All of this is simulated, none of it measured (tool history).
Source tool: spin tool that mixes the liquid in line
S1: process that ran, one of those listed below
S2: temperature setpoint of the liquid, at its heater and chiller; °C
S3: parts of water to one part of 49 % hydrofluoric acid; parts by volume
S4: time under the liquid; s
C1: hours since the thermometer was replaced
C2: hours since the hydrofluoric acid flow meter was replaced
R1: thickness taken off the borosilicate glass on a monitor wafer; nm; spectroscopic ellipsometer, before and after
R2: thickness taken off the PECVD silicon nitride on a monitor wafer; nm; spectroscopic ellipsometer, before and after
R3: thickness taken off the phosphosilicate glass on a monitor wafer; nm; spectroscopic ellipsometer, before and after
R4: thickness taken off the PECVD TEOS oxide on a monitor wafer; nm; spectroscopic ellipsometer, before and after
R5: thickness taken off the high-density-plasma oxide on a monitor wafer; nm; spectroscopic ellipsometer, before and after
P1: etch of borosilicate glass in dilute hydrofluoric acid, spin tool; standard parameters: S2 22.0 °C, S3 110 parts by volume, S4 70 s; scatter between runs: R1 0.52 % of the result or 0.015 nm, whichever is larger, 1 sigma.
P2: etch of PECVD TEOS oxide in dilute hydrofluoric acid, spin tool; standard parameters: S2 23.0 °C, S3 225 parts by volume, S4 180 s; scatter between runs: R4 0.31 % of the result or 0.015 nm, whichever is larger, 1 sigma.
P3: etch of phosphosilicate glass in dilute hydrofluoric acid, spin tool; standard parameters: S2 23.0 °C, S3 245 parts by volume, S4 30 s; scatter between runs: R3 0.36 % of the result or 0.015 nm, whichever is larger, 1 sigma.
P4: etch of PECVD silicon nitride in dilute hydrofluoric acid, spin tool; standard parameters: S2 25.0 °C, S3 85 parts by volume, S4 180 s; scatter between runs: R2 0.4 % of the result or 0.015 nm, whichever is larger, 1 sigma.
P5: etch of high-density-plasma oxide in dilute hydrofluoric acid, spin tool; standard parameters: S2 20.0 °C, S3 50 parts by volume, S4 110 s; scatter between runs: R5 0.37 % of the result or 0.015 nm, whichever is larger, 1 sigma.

run	hour	S1	S2	S3	S4	C1	C2	R1	R2	R3	R4	R5
1	12.4	P1	22.0	110	70	632.0	1152.6	16.9520				
2	22.5	P4	25.0	85	180	642.1	1162.7		7.41500			
3	32.9	P3	23.0	245	15	652.5	1173.1			5.8610		
4	42.6	P1	22.0	110	70	662.2	1182.8	17.0550				
5	54.5	P1	22.0	110	70	674.1	1194.7	17.1140				
6	61.3	P4	25.0	40	180	680.9	1201.5		15.62500			
7	67.2	P1	22.0	110	70	686.8	1207.4	17.1060				
8	74.2	P2	23.0	45	180	693.8	1214.4				44.5940	
9	79.7	P2	17.0	225	180	699.3	1219.9				5.7160	
10	88.1	P5	20.0	50	200	707.7	1228.3					20.531
11	95.8	P1	30.5	110	70	715.4	1236.0	23.5990				
12	102.7	P5	20.0	50	110	722.3	1242.9					11.261
13	111.0	P1	22.0	50	70	730.6	1251.2	39.7680				
14	118.1	P4	25.0	85	20	737.7	1258.3		0.83312			
15	127.0	P5	20.0	25	110	746.6	1267.2					23.313
16	137.3	P3	17.5	245	30	756.9	1277.5			9.6303		
17	147.9	P1	22.0	195	70	767.5	1288.1	8.6607				
18	160.1	P1	22.0	110	15	779.7	1300.3	3.6619				
19	169.5	P3	23.0	115	30	789.1	1309.7			29.0630		
20	180.8	P2	23.0	225	40	800.4	1321.0				1.6108	
21	186.4	P4	17.0	85	180	806.0	1326.6		4.32620			
22	195.7	P1	22.0	110	105	815.3	1335.9	25.6180				
23	202.1	P2	23.0	225	180	821.7	1342.3				7.2569	
24	210.0	P3	23.0	245	30	829.6	1350.2			11.8870		
25	220.3	P3	23.0	245	30	839.9	1360.5			11.8670		
26	232.7	P4	25.0	85	180	852.3	1372.9		7.41640			
27	239.4	P1	22.0	110	70	859.0	1379.6	16.9900				
28	245.5	P5	20.0	50	110	865.1	1385.7					11.282
29	256.2	P1	25.5	165	70	875.8	1396.4	12.2380				
30	264.4	P1	17.0	110	70	884.0	1404.6	13.9790				
31	275.4	P5	26.0	50	110	895.0	1415.6					14.439
32	281.2	P1	22.0	110	70	900.8	1421.4	16.9050				
33	291.7	P1	22.0	110	70	911.3	1431.9	17.7530				
34	298.7	P1	22.0	110	70	918.3	1438.9	17.9210				
35	307.9	P1	22.0	110	70	927.5	1448.1	18.1550				
36	315.6	P1	22.0	110	70	935.2	1455.8	18.3740				
37	323.9	P1	22.0	110	70	943.5	1464.1	18.4220				
38	332.6	P1	22.0	110	70	952.2	1472.8	18.5630				
39	338.5	P1	22.0	110	70	958.1	1478.7	18.4300				

Compared with where it was, what P1 gives has crept away. Each cause listed below fits the log as well as the rest, at the size given for it:
A: hydrofluoric acid flow above the setpoint (%) = 7.28
B: liquid hotter than its thermometer reads (K) = 1.99
The gradual shift began around hour 281.2.

The 4 check runs listed below each average the results of 2 wafers, and their outcomes are marked with question marks. Under which run would the listed causes produce clearly different results?
check 1	344.4	P2	17.0	225	90						?	
check 2	344.4	P5	26.0	50	110							?
check 3	344.4	P3	23.0	130	15					?		
check 4	344.4	P4	19.0	85	45				?			

How each check would come out, cause by cause:
check	result	if A	if B
check 1	R4	3.1330	3.1126
check 2	R5	15.596	15.674
check 3	R3	13.7050	13.6600
check 4	R2	1.32920	1.42250
Per check, the gap between the least separated pair of causes, taken in the result that splits them most: check 1 0.66 %; check 2 0.5 %; check 3 0.33 %; check 4 6.78 %
Check 4 tells the causes apart: in the others they would give nearly the same result.

The results of check 4 are: R2 1.43220 nm. Based on these, which of the listed causes is it?

The cause is B: liquid hotter than its thermometer reads (K).
